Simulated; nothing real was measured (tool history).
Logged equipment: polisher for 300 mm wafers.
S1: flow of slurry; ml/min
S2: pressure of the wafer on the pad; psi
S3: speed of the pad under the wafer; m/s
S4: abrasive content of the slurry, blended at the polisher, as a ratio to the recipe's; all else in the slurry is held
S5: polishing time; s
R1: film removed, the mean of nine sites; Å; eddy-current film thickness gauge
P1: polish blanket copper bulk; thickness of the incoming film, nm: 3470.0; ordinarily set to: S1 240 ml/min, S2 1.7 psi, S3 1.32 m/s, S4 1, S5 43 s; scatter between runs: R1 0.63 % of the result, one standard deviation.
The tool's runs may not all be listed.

run	day	S1	S2	S3	S4	S5	R1
1	0.625	240	1.7	1.32	1	43	2855.1
2	1.233	240	1.7	1.32	1	43	2872.3
3	1.738	240	1.7	1.32	0.55	43	2538
4	2.325	240	1.7	1.32	1.4	43	3075.2
5	2.733	240	1.7	0.88	1	43	1911.7
6	3.208	240	1.7	1.32	1	25	1675.5
7	3.733	240	1.2	1.32	1	57	2682.8
8	4.196	240	1.7	1.32	1	43	2868.2
9	4.717	240	1.7	1.86	1	43	4003.3
10	5.042	240	2.4	1.32	1	43	4032.1
11	5.575	240	0.8	1.32	1	43	1357.3
12	6.1	240	1.7	1.32	1	43	2854.2
13	6.704	305	1.7	1.32	1	43	2932.9
14	7.275	340	2.1	1.32	1	43	3671.4
15	7.646	145	1.7	1.32	1	43	2650.4
16	8.125	240	1.7	1.32	1	65	4360.6
17	8.462	240	1.7	1.32	1	43	2857.3
18	9.075	240	1.7	1.32	1	43	2873.9
19	9.546	240	1.7	1.32	1	43	2833.8
20	10.033	240	1.7	1.32	1	43	2756.8
21	10.554	240	1.7	1.32	1	43	2729.6
22	11.042	240	1.7	1.32	1	43	2729.6
# day 11.375: head pressure recalibrated
23	11.454	240	1.7	1.32	1	43	2727
# day 11.638: slurry blender recalibrated
24	11.746	240	1.7	1.32	1	43	2706.5
25	12.288	240	1.7	1.32	1	43	2693.9
26	12.621	240	1.7	1.32	1	43	2710.9
27	12.992	240	1.7	1.32	1	43	2693.9
28	13.4	240	1.7	1.32	1	43	2685.4
29	13.896	240	1.7	1.32	1	43	2684.6

The output of P1 has drifted from where it used to be. Each of the 2 causes below, taken at the size shown beside it, accounts for the log equally well:
A: slurry flow missing at the pad, % = 36.6
B: removal rate lost through wear of the pad, % = 6.11
Creep in the process output first set in at about day 9.075.
What rules out each remaining cause:
head's pressure below its setpoint, %: serviced after onset, at day 11.375, with no recovery of the prior output
abrasive missing from the slurry, %: serviced after onset, at day 11.638, with no recovery of the prior output

You are offered 4 check runs, listed below with question marks in place of their results; each one averages 3 wafers. Which run separates the listed causes by giving clearly different results for each?
check 1	14.392	240	1.7	1.32	1.4	43	?
check 2	14.392	160	1.7	1.32	1.35	43	?
check 3	14.392	240	0.8	0.9	1	43	?
check 4	14.392	240	1.7	1.8	1	43	?

Expected result of each check under each candidate cause:
check	result	if A	if B
check 1	R1	2892.9	2892.9
check 2	R1	2640.2	2716.8
check 3	R1	862.4	862.41
check 4	R1	3665.2	3665.2
How far apart the two closest causes lie, in the result that separates them most: check 1 0 %; check 2 2.86 %; check 3 0 %; check 4 0 %
Check 2 is the one run that separates the causes; every other check would come out nearly the same whichever cause is at work.

Then check 2 was run and gave: R1 2646.9 Å. Which cause is it?

A is the cause: slurry flow missing at the pad, %.
